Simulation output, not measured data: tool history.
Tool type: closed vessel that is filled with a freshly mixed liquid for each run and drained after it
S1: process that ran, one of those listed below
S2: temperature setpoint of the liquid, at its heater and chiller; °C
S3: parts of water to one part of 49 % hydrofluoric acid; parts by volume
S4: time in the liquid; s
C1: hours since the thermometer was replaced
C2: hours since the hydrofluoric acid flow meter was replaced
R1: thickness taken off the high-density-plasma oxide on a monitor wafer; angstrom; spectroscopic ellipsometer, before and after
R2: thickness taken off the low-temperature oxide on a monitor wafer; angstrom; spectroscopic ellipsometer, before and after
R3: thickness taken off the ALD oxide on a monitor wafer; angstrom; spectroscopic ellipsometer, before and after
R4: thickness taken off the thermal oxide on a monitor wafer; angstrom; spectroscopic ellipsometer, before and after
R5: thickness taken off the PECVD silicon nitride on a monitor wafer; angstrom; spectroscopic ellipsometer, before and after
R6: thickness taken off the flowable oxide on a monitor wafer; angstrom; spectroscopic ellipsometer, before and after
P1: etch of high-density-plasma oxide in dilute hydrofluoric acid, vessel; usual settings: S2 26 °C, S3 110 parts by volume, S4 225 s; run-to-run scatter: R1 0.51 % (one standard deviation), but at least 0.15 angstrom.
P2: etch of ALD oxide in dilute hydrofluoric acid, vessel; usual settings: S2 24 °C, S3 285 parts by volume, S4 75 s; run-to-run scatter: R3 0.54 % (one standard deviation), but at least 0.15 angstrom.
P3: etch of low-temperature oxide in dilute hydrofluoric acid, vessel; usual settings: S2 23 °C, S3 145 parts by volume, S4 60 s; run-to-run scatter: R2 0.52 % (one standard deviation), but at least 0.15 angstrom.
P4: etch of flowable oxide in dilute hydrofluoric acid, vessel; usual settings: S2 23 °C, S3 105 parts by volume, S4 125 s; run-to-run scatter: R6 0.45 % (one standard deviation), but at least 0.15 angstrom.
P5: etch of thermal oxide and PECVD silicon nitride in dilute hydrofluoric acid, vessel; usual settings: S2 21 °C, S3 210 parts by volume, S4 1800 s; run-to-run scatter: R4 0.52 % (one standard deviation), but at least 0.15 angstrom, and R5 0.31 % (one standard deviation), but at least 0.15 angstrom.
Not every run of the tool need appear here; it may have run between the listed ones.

| run | hour | S1 | S2 | S3 | S4 | C1 | C2 | R1 | R2 | R3 | R4 | R5 | R6 |
|---|---|---|---|---|---|---|---|---|---|---|---|---|---|
| 1 | 17.8 | P1 | 26 | 110 | 225 | 737.3 | 783.3 | 139.21 |  |  |  |  |  |
| 2 | 29.1 | P3 | 23 | 95 | 60 | 748.6 | 794.6 |  | 127.55 |  |  |  |  |
| 3 | 47 | P2 | 24 | 285 | 75 | 766.5 | 812.5 |  |  | 42.062 |  |  |  |
| 4 | 62.5 | P1 | 34 | 160 | 225 | 782 | 828 | 118.6 |  |  |  |  |  |
| 5 | 78 | P5 | 21 | 210 | 3570 | 797.5 | 843.5 |  |  |  | 647.45 | 692.44 |  |
| 6 | 90.1 | P1 | 32.5 | 70 | 225 | 809.6 | 855.6 | 292.42 |  |  |  |  |  |
| 7 | 98.5 | P3 | 23 | 145 | 60 | 818 | 864 |  | 78.874 |  |  |  |  |
| 8 | 113.2 | P4 | 23 | 165 | 125 | 832.7 | 878.7 |  |  |  |  |  | 225.4 |
| 9 | 128.9 | P4 | 23 | 105 | 30 | 848.4 | 894.4 |  |  |  |  |  | 90.663 |
| 10 | 141.4 | P4 | 23 | 105 | 125 | 860.9 | 906.9 |  |  |  |  |  | 377.69 |
| 11 | 153.4 | P3 | 17 | 145 | 60 | 872.9 | 918.9 |  | 62.009 |  |  |  |  |
| 12 | 162.1 | P1 | 26 | 40 | 30 | 881.6 | 927.6 | 55.325 |  |  |  |  |  |
| 13 | 173.5 | P3 | 23 | 145 | 30 | 893 | 939 |  | 39.551 |  |  |  |  |
| 14 | 190 | P2 | 24 | 500 | 75 | 909.5 | 955.5 |  |  | 19.53 |  |  |  |
| 15 | 206.1 | P3 | 23 | 145 | 60 | 925.6 | 971.6 |  | 79.166 |  |  |  |  |
| 16 | 216.4 | P2 | 24 | 285 | 40 | 935.9 | 981.9 |  |  | 22.446 |  |  |  |
| 17 | 232.9 | P1 | 26 | 110 | 355 | 952.4 | 998.4 | 220.56 |  |  |  |  |  |
| 18 | 247.4 | P1 | 32 | 110 | 225 | 966.9 | 1012.9 | 172.43 |  |  |  |  |  |
| 19 | 258.8 | P1 | 26 | 110 | 225 | 978.3 | 1024.3 | 137.89 |  |  |  |  |  |
| 20 | 276.4 | P5 | 21 | 60 | 1800 | 995.9 | 1041.9 |  |  |  | 1349.3 | 1190.6 |  |
| 21 | 288.9 | P2 | 18 | 285 | 75 | 1008.4 | 1054.4 |  |  | 33.909 |  |  |  |
| 22 | 304.6 | P1 | 26 | 185 | 225 | 1024.1 | 1070.1 | 74.872 |  |  |  |  |  |
| 23 | 314.4 | P4 | 18.5 | 105 | 125 | 1033.9 | 1079.9 |  |  |  |  |  | 315.01 |
| 24 | 329.7 | P5 | 17 | 210 | 1800 | 1049.2 | 1095.2 |  |  |  | 277.45 | 268.44 |  |
| 25 | 340.8 | P1 | 26 | 110 | 225 | 1060.3 | 1106.3 | 138.43 |  |  |  |  |  |
| 26 | 351.2 | P1 | 26 | 110 | 225 | 1070.7 | 1116.7 | 138.49 |  |  |  |  |  |
| 27 | 363.7 | P1 | 19.5 | 110 | 225 | 1083.2 | 1129.2 | 106.61 |  |  |  |  |  |
| 28 | 381.8 | P5 | 21 | 210 | 1800 | 1101.3 | 1147.3 |  |  |  | 325.85 | 347.69 |  |
| 29 | 391.3 | P1 | 26 | 65 | 225 | 1110.8 | 1156.8 | 249.02 |  |  |  |  |  |
| 30 | 401.4 | P5 | 21 | 210 | 1800 | 1120.9 | 1166.9 |  |  |  | 326.48 | 349.64 |  |
| 31 | 414.7 | P4 | 23 | 105 | 125 | 1134.2 | 1180.2 |  |  |  |  |  | 377.02 |
| 32 | 426.8 | P2 | 24 | 285 | 75 | 1146.3 | 1192.3 |  |  | 41.473 |  |  |  |
| 33 | 440.1 | P1 | 26 | 110 | 225 | 1159.6 | 1205.6 | 138.51 |  |  |  |  |  |
| 34 | 453 | P1 | 26 | 110 | 115 | 1172.5 | 1218.5 | 70.612 |  |  |  |  |  |
| 35 | 470.8 | P1 | 26 | 110 | 225 | 1190.3 | 1236.3 | 138.16 |  |  |  |  |  |
| 36 | 480.1 | P1 | 26 | 110 | 225 | 1199.6 | 1245.6 | 134.53 |  |  |  |  |  |

Estimate the outcome of run 37 from the log above:
| 37 | 491.1 | P1 | 26 | 110 | 225 | 1210.6 | 1256.6 | ? |  |  |  |  |  |

Logged for run 37: R1 132.63 angstrom.
